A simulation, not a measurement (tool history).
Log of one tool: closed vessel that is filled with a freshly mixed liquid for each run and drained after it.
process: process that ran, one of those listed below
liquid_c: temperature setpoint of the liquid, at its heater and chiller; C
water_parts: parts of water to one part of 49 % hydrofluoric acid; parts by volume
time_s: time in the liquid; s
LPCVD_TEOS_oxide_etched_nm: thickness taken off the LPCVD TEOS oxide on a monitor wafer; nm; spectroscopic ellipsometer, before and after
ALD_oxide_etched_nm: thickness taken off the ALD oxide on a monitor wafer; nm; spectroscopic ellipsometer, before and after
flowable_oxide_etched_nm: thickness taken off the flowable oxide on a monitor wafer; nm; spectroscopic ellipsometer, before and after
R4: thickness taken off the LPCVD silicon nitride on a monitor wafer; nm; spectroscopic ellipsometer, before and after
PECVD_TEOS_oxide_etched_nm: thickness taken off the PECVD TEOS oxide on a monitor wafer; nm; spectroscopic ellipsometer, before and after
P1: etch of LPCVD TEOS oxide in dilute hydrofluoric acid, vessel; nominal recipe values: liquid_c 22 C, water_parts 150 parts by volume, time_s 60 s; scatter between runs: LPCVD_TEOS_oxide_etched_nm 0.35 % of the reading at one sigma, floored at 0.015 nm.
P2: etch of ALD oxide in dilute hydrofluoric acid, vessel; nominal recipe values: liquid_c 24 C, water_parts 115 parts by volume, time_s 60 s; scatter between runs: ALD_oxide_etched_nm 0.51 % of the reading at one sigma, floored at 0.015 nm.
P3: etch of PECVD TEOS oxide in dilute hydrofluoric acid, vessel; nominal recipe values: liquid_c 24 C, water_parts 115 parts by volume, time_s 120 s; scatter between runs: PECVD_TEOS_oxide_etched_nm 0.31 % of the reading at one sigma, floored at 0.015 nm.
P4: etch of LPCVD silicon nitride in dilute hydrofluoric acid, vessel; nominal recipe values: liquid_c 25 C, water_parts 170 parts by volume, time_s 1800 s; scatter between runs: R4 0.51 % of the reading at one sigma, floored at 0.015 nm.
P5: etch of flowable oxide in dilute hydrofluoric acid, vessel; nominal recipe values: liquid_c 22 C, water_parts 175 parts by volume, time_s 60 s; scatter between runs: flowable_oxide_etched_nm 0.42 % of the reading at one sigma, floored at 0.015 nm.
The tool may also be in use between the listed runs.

run 1 hour=12.1 | process=P1 liquid_c=22 water_parts=150 time_s=60 | LPCVD_TEOS_oxide_etched_nm=19.376
run 2 hour=24.3 | process=P2 liquid_c=24 water_parts=115 time_s=60 | ALD_oxide_etched_nm=7.9605
run 3 hour=35 | process=P1 liquid_c=22 water_parts=150 time_s=60 | LPCVD_TEOS_oxide_etched_nm=19.419
run 4 hour=44.6 | process=P5 liquid_c=30.5 water_parts=175 time_s=60 | flowable_oxide_etched_nm=16.045
run 5 hour=57.6 | process=P1 liquid_c=22 water_parts=150 time_s=110 | LPCVD_TEOS_oxide_etched_nm=35.42
run 6 hour=64.2 | process=P5 liquid_c=22 water_parts=175 time_s=60 | flowable_oxide_etched_nm=11.834
run 7 hour=73.5 | process=P4 liquid_c=25 water_parts=170 time_s=1800 | R4=5.6673
run 8 hour=82.3 | process=P4 liquid_c=33.5 water_parts=170 time_s=1800 | R4=9.6021
run 9 hour=88.9 | process=P3 liquid_c=28.5 water_parts=115 time_s=120 | PECVD_TEOS_oxide_etched_nm=20.863
run 10 hour=98.1 | process=P4 liquid_c=25 water_parts=305 time_s=1800 | R4=3.1965
run 11 hour=110 | process=P1 liquid_c=17 water_parts=150 time_s=60 | LPCVD_TEOS_oxide_etched_nm=15.724
run 12 hour=119.2 | process=P3 liquid_c=24 water_parts=115 time_s=50 | PECVD_TEOS_oxide_etched_nm=7.3387
run 13 hour=125.7 | process=P4 liquid_c=25 water_parts=170 time_s=900 | R4=2.8628
run 14 hour=138.3 | process=P5 liquid_c=22 water_parts=175 time_s=90 | flowable_oxide_etched_nm=17.556
run 15 hour=147.4 | process=P4 liquid_c=25 water_parts=170 time_s=1800 | R4=5.6776
run 16 hour=157.9 | process=P1 liquid_c=22 water_parts=25 time_s=60 | LPCVD_TEOS_oxide_etched_nm=134.2
run 17 hour=164.1 | process=P1 liquid_c=22 water_parts=150 time_s=60 | LPCVD_TEOS_oxide_etched_nm=19.446
run 18 hour=173.1 | process=P1 liquid_c=22 water_parts=150 time_s=60 | LPCVD_TEOS_oxide_etched_nm=19.303
run 19 hour=180.4 | process=P3 liquid_c=24 water_parts=20 time_s=120 | PECVD_TEOS_oxide_etched_nm=114.47
run 20 hour=191.7 | process=P1 liquid_c=22 water_parts=150 time_s=30 | LPCVD_TEOS_oxide_etched_nm=9.7225
run 21 hour=204.3 | process=P3 liquid_c=24 water_parts=115 time_s=120 | PECVD_TEOS_oxide_etched_nm=17.566
run 22 hour=210 | process=P2 liquid_c=24 water_parts=115 time_s=30 | ALD_oxide_etched_nm=3.9656
run 23 hour=222.2 | process=P2 liquid_c=24 water_parts=115 time_s=60 | ALD_oxide_etched_nm=7.9585
run 24 hour=228.7 | process=P1 liquid_c=17 water_parts=150 time_s=95 | LPCVD_TEOS_oxide_etched_nm=25.019
run 25 hour=234.8 | process=P1 liquid_c=22 water_parts=150 time_s=60 | LPCVD_TEOS_oxide_etched_nm=19.248
run 26 hour=241.7 | process=P1 liquid_c=22 water_parts=150 time_s=60 | LPCVD_TEOS_oxide_etched_nm=19.313
run 27 hour=253.3 | process=P5 liquid_c=22 water_parts=175 time_s=60 | flowable_oxide_etched_nm=11.764
run 28 hour=263.5 | process=P1 liquid_c=22 water_parts=235 time_s=60 | LPCVD_TEOS_oxide_etched_nm=11.315
run 29 hour=275.4 | process=P1 liquid_c=30 water_parts=150 time_s=60 | LPCVD_TEOS_oxide_etched_nm=26.157
run 30 hour=286.6 | process=P2 liquid_c=19.5 water_parts=115 time_s=60 | ALD_oxide_etched_nm=6.6697
run 31 hour=294.1 | process=P2 liquid_c=24 water_parts=215 time_s=60 | ALD_oxide_etched_nm=3.7483
run 32 hour=306.5 | process=P5 liquid_c=22 water_parts=245 time_s=60 | flowable_oxide_etched_nm=7.7777
run 33 hour=318.5 | process=P1 liquid_c=22 water_parts=225 time_s=105 | LPCVD_TEOS_oxide_etched_nm=20.811
run 34 hour=330.7 | process=P1 liquid_c=22 water_parts=150 time_s=60 | LPCVD_TEOS_oxide_etched_nm=19.345
run 35 hour=339 | process=P1 liquid_c=22 water_parts=150 time_s=60 | LPCVD_TEOS_oxide_etched_nm=19.514
run 36 hour=349.2 | process=P1 liquid_c=22 water_parts=150 time_s=60 | LPCVD_TEOS_oxide_etched_nm=19.86
run 37 hour=358.6 | process=P1 liquid_c=22 water_parts=150 time_s=60 | LPCVD_TEOS_oxide_etched_nm=20.001
run 38 hour=371.5 | process=P1 liquid_c=22 water_parts=150 time_s=60 | LPCVD_TEOS_oxide_etched_nm=20.287
run 39 hour=379.4 | process=P1 liquid_c=22 water_parts=150 time_s=60 | LPCVD_TEOS_oxide_etched_nm=20.333
run 40 hour=392.1 | process=P1 liquid_c=22 water_parts=150 time_s=60 | LPCVD_TEOS_oxide_etched_nm=20.275
run 41 hour=397.9 | process=P1 liquid_c=22 water_parts=150 time_s=60 | LPCVD_TEOS_oxide_etched_nm=20.365
run 42 hour=409.3 | process=P1 liquid_c=22 water_parts=150 time_s=60 | LPCVD_TEOS_oxide_etched_nm=20.439
run 43 hour=417.5 | process=P1 liquid_c=22 water_parts=150 time_s=60 | LPCVD_TEOS_oxide_etched_nm=20.339
run 44 hour=425 | process=P1 liquid_c=22 water_parts=150 time_s=60 | LPCVD_TEOS_oxide_etched_nm=20.4
run 45 hour=434.9 | process=P1 liquid_c=22 water_parts=150 time_s=60 | LPCVD_TEOS_oxide_etched_nm=20.406

What P1 gives has crept away from where it was. These 2 causes fit the log equally well, each at the size given:
A: hydrofluoric acid flow above the setpoint (%) = 4.98
B: liquid hotter than its thermometer reads (K) = 1.46
At approximately hour 330.7, the process output began to creep.

Question marks stand in for the results of the 4 check runs listed below, each run on one wafer. Under which run would the listed causes show clearly different results?
run check 1 hour=444.8 | process=P5 liquid_c=22 water_parts=175 time_s=60 | flowable_oxide_etched_nm=?
run check 2 hour=444.8 | process=P2 liquid_c=24 water_parts=115 time_s=60 | ALD_oxide_etched_nm=?
run check 3 hour=444.8 | process=P3 liquid_c=24 water_parts=115 time_s=120 | PECVD_TEOS_oxide_etched_nm=?
run check 4 hour=444.8 | process=P4 liquid_c=25 water_parts=170 time_s=1800 | R4=?

Expected result of each check under each candidate cause:
check=check_1 result=flowable_oxide_etched_nm if_A=12.428 if_B=12.406
check=check_2 result=ALD_oxide_etched_nm if_A=8.3809 if_B=8.3943
check=check_3 result=PECVD_TEOS_oxide_etched_nm if_A=18.576 if_B=18.605
check=check_4 result=R4 if_A=5.9852 if_B=6.2526
Per-check spread between the two closest causes, in the result where they differ most: check 1 0.18 %; check 2 0.16 %; check 3 0.16 %; check 4 4.37 %
Check 4 distinguishes between the causes, while the remaining checks would return nearly the same result for all of them.

With check 4 done, the readings were: R4 6.2903 nm. Identify which of the listed causes applies.

The cause is B: liquid hotter than its thermometer reads (K).

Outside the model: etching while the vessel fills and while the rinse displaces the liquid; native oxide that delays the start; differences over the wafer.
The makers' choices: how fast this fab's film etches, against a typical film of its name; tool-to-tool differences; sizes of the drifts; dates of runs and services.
